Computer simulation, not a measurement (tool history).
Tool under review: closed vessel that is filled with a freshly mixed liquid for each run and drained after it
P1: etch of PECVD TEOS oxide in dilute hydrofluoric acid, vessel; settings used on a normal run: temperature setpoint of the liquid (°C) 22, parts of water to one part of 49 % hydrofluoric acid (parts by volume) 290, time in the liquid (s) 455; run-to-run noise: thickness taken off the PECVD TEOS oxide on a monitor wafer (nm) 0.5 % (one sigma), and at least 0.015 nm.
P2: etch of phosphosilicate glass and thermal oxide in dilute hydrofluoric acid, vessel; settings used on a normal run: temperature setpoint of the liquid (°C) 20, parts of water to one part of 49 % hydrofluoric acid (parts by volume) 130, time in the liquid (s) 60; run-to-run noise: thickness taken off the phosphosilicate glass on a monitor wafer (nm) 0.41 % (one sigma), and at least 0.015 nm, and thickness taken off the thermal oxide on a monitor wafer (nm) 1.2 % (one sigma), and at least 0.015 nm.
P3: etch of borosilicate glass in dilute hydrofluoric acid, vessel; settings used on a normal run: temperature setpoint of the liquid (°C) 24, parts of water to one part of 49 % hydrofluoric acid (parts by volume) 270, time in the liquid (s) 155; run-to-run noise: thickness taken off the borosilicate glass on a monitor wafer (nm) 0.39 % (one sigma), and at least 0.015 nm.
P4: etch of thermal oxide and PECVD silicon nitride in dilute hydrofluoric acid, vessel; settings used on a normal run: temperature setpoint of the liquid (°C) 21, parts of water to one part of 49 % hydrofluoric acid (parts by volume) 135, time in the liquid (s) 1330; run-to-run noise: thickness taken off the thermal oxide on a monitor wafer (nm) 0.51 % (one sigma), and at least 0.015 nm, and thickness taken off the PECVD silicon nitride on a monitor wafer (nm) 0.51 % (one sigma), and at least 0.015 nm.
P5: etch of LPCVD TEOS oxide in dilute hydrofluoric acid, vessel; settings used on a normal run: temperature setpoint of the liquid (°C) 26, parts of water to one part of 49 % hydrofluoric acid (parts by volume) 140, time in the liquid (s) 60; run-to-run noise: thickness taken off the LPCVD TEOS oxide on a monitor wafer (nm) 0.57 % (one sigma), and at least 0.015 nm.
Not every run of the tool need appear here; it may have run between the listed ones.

| run | hour | process that ran | temperature setpoint of the liquid (°C) | parts of water to one part of 49 % hydrofluoric acid (parts by volume) | time in the liquid (s) | hours since the thermometer was replaced | hours since the hydrofluoric acid flow meter was replaced | thickness taken off the PECVD TEOS oxide on a monitor wafer (nm) | thickness taken off the thermal oxide on a monitor wafer (nm) | thickness taken off the PECVD silicon nitride on a monitor wafer (nm) | thickness taken off the phosphosilicate glass on a monitor wafer (nm) | thickness taken off the borosilicate glass on a monitor wafer (nm) | thickness taken off the LPCVD TEOS oxide on a monitor wafer (nm) |
|---|---|---|---|---|---|---|---|---|---|---|---|---|---|
| 1 | 14.4 | P1 | 22 | 290 | 455 | 375.1 | 445.2 | 16.674 |  |  |  |  |  |
| 2 | 27.2 | P4 | 28.5 | 135 | 1330 | 387.9 | 458 |  | 51.898 | 59.157 |  |  |  |
| 3 | 43.9 | P1 | 22 | 290 | 835 | 404.6 | 474.7 | 30.462 |  |  |  |  |  |
| 4 | 57.9 | P1 | 17 | 290 | 455 | 418.6 | 488.7 | 13.767 |  |  |  |  |  |
| 5 | 69.9 | P2 | 26.5 | 130 | 60 | 430.6 | 500.7 |  | 2.2686 |  | 48.394 |  |  |
| 6 | 87 | P3 | 24 | 395 | 155 | 447.7 | 517.8 |  |  |  |  | 7.3012 |  |
| 7 | 97.1 | P1 | 28.5 | 135 | 455 | 457.8 | 527.9 | 53.723 |  |  |  |  |  |
| 8 | 111.3 | P1 | 22 | 290 | 455 | 472 | 542.1 | 16.442 |  |  |  |  |  |
| 9 | 121.9 | P3 | 24 | 270 | 35 | 482.6 | 552.7 |  |  |  |  | 2.7347 |  |
| 10 | 132.7 | P1 | 22 | 510 | 455 | 493.4 | 563.5 | 7.7488 |  |  |  |  |  |
| 11 | 145.2 | P4 | 21 | 25 | 1330 | 505.9 | 576 |  | 238.74 | 187.44 |  |  |  |
| 12 | 158.7 | P1 | 22 | 290 | 455 | 519.4 | 589.5 | 16.736 |  |  |  |  |  |
| 13 | 169.9 | P5 | 26 | 140 | 60 | 530.6 | 600.7 |  |  |  |  |  | 21.3 |
| 14 | 185 | P5 | 26 | 140 | 60 | 545.7 | 615.8 |  |  |  |  |  | 21.304 |
| 15 | 196.3 | P2 | 20 | 235 | 60 | 557 | 627.1 |  | 0.87933 |  | 18.491 |  |  |
|  | 203.4 | hydrofluoric acid flow meter replaced |
| 16 | 206.5 | P1 | 22 | 290 | 180 | 567.2 | 3.2 | 6.5259 |  |  |  |  |  |
| 17 | 220.3 | P1 | 22 | 290 | 455 | 581 | 17 | 16.641 |  |  |  |  |  |
| 18 | 230.7 | P5 | 20.5 | 140 | 60 | 591.4 | 27.4 |  |  |  |  |  | 17.325 |
| 19 | 247.3 | P5 | 26 | 70 | 60 | 608 | 44 |  |  |  |  |  | 46.841 |
| 20 | 256.5 | P2 | 20 | 130 | 60 | 617.2 | 53.2 |  | 1.7474 |  | 37.473 |  |  |
| 21 | 268.9 | P5 | 26 | 140 | 30 | 629.6 | 65.6 |  |  |  |  |  | 10.727 |
| 22 | 287.2 | P4 | 21 | 135 | 1330 | 647.9 | 83.9 |  | 38.971 | 36.585 |  |  |  |
| 23 | 296.6 | P1 | 27.5 | 290 | 455 | 657.3 | 93.3 | 20.113 |  |  |  |  |  |
| 24 | 314.7 | P1 | 22 | 500 | 800 | 675.4 | 111.4 | 14.077 |  |  |  |  |  |
| 25 | 329.2 | P3 | 18.5 | 270 | 155 | 689.9 | 125.9 |  |  |  |  | 9.8098 |  |
| 26 | 342 | P3 | 24 | 270 | 155 | 702.7 | 138.7 |  |  |  |  | 11.945 |  |
| 27 | 360.2 | P4 | 21 | 135 | 1330 | 720.9 | 156.9 |  | 39.28 | 36.612 |  |  |  |
| 28 | 377.9 | P4 | 21 | 135 | 565 | 738.6 | 174.6 |  | 16.606 | 15.435 |  |  |  |
| 29 | 396.4 | P2 | 20 | 130 | 30 | 757.1 | 193.1 |  | 0.8459 |  | 18.877 |  |  |
| 30 | 414.1 | P1 | 22 | 290 | 455 | 774.8 | 210.8 | 16.561 |  |  |  |  |  |
| 31 | 426.2 | P1 | 17 | 395 | 455 | 786.9 | 222.9 | 9.2963 |  |  |  |  |  |
| 32 | 439.6 | P1 | 22 | 170 | 455 | 800.3 | 236.3 | 31.694 |  |  |  |  |  |
| 33 | 457.3 | P1 | 22 | 290 | 455 | 818 | 254 | 16.617 |  |  |  |  |  |
| 34 | 474.4 | P2 | 20 | 130 | 60 | 835.1 | 271.1 |  | 1.758 |  | 37.715 |  |  |
| 35 | 488.8 | P1 | 22 | 290 | 455 | 849.5 | 285.5 | 16.659 |  |  |  |  |  |
| 36 | 507.2 | P1 | 22 | 290 | 455 | 867.9 | 303.9 | 16.332 |  |  |  |  |  |
| 37 | 522.4 | P1 | 22 | 290 | 455 | 883.1 | 319.1 | 16.086 |  |  |  |  |  |
| 38 | 534.4 | P1 | 22 | 290 | 455 | 895.1 | 331.1 | 16.009 |  |  |  |  |  |
| 39 | 551.1 | P1 | 22 | 290 | 455 | 911.8 | 347.8 | 16.009 |  |  |  |  |  |
| 40 | 570 | P1 | 22 | 290 | 455 | 930.7 | 366.7 | 15.937 |  |  |  |  |  |
| 41 | 581.6 | P1 | 22 | 290 | 455 | 942.3 | 378.3 | 15.913 |  |  |  |  |  |
| 42 | 594.5 | P1 | 22 | 290 | 455 | 955.2 | 391.2 | 15.808 |  |  |  |  |  |
| 43 | 606.4 | P1 | 22 | 290 | 455 | 967.1 | 403.1 | 15.826 |  |  |  |  |  |
| 44 | 622.8 | P1 | 22 | 290 | 455 | 983.5 | 419.5 | 15.941 |  |  |  |  |  |
| 45 | 639.8 | P1 | 22 | 290 | 455 | 1000.5 | 436.5 | 15.801 |  |  |  |  |  |
| 46 | 655.6 | P1 | 22 | 290 | 455 | 1016.3 | 452.3 | 15.753 |  |  |  |  |  |

Something has made what P1 gives creep away from where it was; the 2 causes below, each at its own stated size, fit the log equally well:
A: hydrofluoric acid flow below the setpoint (%) = 3.91
B: liquid colder than its thermometer reads (K) = 1.41
The onset of the drift is placed at about hour 488.8.

Listed below are the offered check runs, one wafer per run, with question marks in place of results. For which of them would the causes give clearly different outcomes?
| check 1 | 671.4 | P4 | 21 | 35 | 1330 |  |  |  | ? | ? |  |  |  |
| check 2 | 671.4 | P2 | 24.5 | 130 | 35 |  |  |  | ? |  | ? |  |  |
| check 3 | 671.4 | P3 | 21 | 270 | 155 |  |  |  |  |  |  | ? |  |
| check 4 | 671.4 | P5 | 21 | 140 | 60 |  |  |  |  |  |  |  | ? |

Predicted outcomes, by check and by cause:
| check | result | if A | if B |
|---|---|---|---|
| check 1 | thickness taken off the thermal oxide on a monitor wafer (nm) | 162.73 | 159.69 |
| check 1 | thickness taken off the PECVD silicon nitride on a monitor wafer (nm) | 130.88 | 123.27 |
| check 2 | thickness taken off the thermal oxide on a monitor wafer (nm) | 1.1639 | 1.1539 |
| check 2 | thickness taken off the phosphosilicate glass on a monitor wafer (nm) | 24.945 | 24.73 |
| check 3 | thickness taken off the borosilicate glass on a monitor wafer (nm) | 10.259 | 10.238 |
| check 4 | thickness taken off the LPCVD TEOS oxide on a monitor wafer (nm) | 16.793 | 16.622 |
Smallest distance between any two causes, each pair judged by its most separating result, in per cent: check 1 5.99 %; check 2 0.86 %; check 3 0.2 %; check 4 1.03 %
The other checks would show nearly matching results whichever cause is true, so check 1 is the only one that separates the causes.

Then check 1 was run and gave: thickness taken off the thermal oxide on a monitor wafer (nm) 160.33; thickness taken off the PECVD silicon nitride on a monitor wafer (nm) 123.52. Which cause is it?

B is the cause: liquid colder than its thermometer reads (K).
